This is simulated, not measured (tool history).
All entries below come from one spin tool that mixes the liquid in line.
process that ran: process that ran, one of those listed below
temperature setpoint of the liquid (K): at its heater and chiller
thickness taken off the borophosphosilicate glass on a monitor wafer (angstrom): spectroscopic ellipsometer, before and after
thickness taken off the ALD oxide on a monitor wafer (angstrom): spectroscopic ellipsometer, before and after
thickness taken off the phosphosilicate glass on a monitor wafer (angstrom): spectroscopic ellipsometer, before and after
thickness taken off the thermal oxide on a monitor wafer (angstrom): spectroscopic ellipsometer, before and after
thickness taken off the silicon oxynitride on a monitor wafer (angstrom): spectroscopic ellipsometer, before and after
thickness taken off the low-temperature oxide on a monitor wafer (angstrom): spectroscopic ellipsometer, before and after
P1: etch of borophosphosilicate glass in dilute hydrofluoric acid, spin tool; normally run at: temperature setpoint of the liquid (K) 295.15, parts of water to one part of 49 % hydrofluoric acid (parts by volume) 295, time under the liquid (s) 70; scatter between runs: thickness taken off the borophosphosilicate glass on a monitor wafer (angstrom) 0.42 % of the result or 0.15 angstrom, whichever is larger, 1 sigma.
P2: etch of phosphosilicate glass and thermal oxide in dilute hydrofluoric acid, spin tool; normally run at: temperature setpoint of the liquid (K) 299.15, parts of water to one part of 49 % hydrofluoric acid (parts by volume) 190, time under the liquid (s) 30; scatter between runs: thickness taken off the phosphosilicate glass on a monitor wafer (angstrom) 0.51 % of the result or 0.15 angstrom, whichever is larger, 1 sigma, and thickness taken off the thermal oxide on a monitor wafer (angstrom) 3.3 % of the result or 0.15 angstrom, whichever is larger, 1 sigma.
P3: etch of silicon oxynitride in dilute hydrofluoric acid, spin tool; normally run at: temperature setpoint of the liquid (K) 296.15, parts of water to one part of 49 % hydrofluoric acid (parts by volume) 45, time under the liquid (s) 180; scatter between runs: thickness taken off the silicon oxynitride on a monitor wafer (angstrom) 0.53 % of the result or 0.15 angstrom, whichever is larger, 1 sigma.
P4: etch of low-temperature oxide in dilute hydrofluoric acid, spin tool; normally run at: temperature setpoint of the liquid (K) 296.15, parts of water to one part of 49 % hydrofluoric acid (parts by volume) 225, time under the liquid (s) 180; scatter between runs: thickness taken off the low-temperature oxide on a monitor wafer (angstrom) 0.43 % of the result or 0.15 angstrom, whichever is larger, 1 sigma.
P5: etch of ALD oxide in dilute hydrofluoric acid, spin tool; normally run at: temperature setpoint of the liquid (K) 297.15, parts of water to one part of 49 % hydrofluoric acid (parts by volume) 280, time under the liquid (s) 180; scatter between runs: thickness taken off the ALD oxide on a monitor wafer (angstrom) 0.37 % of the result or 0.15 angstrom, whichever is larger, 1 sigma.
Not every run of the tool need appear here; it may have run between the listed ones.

run	hour	process that ran	temperature setpoint of the liquid (K)	parts of water to one part of 49 % hydrofluoric acid (parts by volume)	time under the liquid (s)	thickness taken off the borophosphosilicate glass on a monitor wafer (angstrom)	thickness taken off the ALD oxide on a monitor wafer (angstrom)	thickness taken off the phosphosilicate glass on a monitor wafer (angstrom)	thickness taken off the thermal oxide on a monitor wafer (angstrom)	thickness taken off the silicon oxynitride on a monitor wafer (angstrom)	thickness taken off the low-temperature oxide on a monitor wafer (angstrom)
1	10.5	P1	295.15	295	70	93.254					
2	19.5	P1	295.15	295	70	93.056					
3	26.7	P1	295.15	45	70	804					
4	35.1	P5	297.15	280	75		74.317				
5	44.9	P1	295.15	445	70	54.302					
6	52.8	P2	299.15	190	15			78.802	3.306		
7	58	P1	295.15	295	70	92.964					
8	63.4	P3	296.15	45	180					118.16	
9	71.5	P4	304.15	225	180						108.21
10	76.6	P1	298.15	510	70	48.811					
11	81.7	P1	295.15	295	110	145.65					
12	89.4	P1	295.15	295	70	92.535					
13	97.8	P2	299.15	300	30			89.048	4.0009		
14	106.2	P5	297.15	280	180		178.34				
# hour 108: hydrofluoric acid flow meter replaced
15	113.7	P3	296.15	20	180					268.97	
16	120.5	P3	296.15	45	15					9.9294	
17	127.8	P4	296.15	350	180						46.555
18	134.1	P4	296.15	225	80						36.395
19	140.8	P4	296.15	225	180						81.745
20	146.7	P1	295.15	295	15	19.878					
21	153.9	P1	290.15	295	70	77.681					
22	163.3	P5	297.15	410	180		107.42				
23	170.7	P1	295.15	295	70	93.604					
24	179.5	P1	295.15	295	70	92.431					
25	188	P2	299.15	190	30			158.25	7.4403		
26	196.1	P1	300.65	295	70	111.92					
27	201.8	P5	292.15	280	180		148.14				
28	210.7	P2	291.15	190	30			117.14	5.5977		
29	217.9	P1	301.65	395	70	78.455					
30	223.3	P1	302.15	435	70	69.834					
31	232.6	P3	290.65	45	180					89.364	
32	242.6	P3	296.15	45	180					118.15	
33	249.1	P1	295.15	295	70	93.532					
34	254.5	P1	295.15	295	70	89.919					
35	260.1	P1	295.15	295	70	89.126					
36	266.4	P1	295.15	295	70	88.339					
37	276.7	P1	295.15	295	70	86.835					
38	282.1	P1	295.15	295	70	86.439					
39	292	P1	295.15	295	70	86.659					
40	300.3	P1	295.15	295	70	85.356					
41	309.3	P1	295.15	295	70	84.888					

The output of P1 has drifted from where it used to be. Each of the 2 causes below, taken at the size shown beside it, accounts for the log equally well:
A: liquid colder than its thermometer reads (K) = 2.33
B: hydrofluoric acid flow below the setpoint (%) = 6.35
Onset of the creep was near hour 249.1.

Which of the 4 check runs listed below separates the causes, so that each cause would produce a clearly different result? Each run uses one wafer, and its results are marked with question marks.
check 1	318.3	P3	296.15	20	45					?	
check 2	318.3	P2	299.15	300	30			?	?		
check 3	318.3	P4	303.15	225	115						?
check 4	318.3	P5	293.65	280	180		?				

What each check would give under each cause:
check	result	if A	if B
check 1	thickness taken off the silicon oxynitride on a monitor wafer (angstrom)	59.96	63.149
check 2	thickness taken off the phosphosilicate glass on a monitor wafer (angstrom)	81.77	81.285
check 2	thickness taken off the thermal oxide on a monitor wafer (angstrom)	3.8373	3.8145
check 3	thickness taken off the low-temperature oxide on a monitor wafer (angstrom)	61.868	61.651
check 4	thickness taken off the ALD oxide on a monitor wafer (angstrom)	143.93	144.47
Per-check spread between the two closest causes, in the result where they differ most: check 1 5.18 %; check 2 0.59 %; check 3 0.35 %; check 4 0.38 %
Check 1 distinguishes between the causes, while the remaining checks would return nearly the same result for all of them.

After running check 1, the following was obtained: thickness taken off the silicon oxynitride on a monitor wafer (angstrom) 59.89. Which cause does this point to?

It was cause A: liquid colder than its thermometer reads (K).
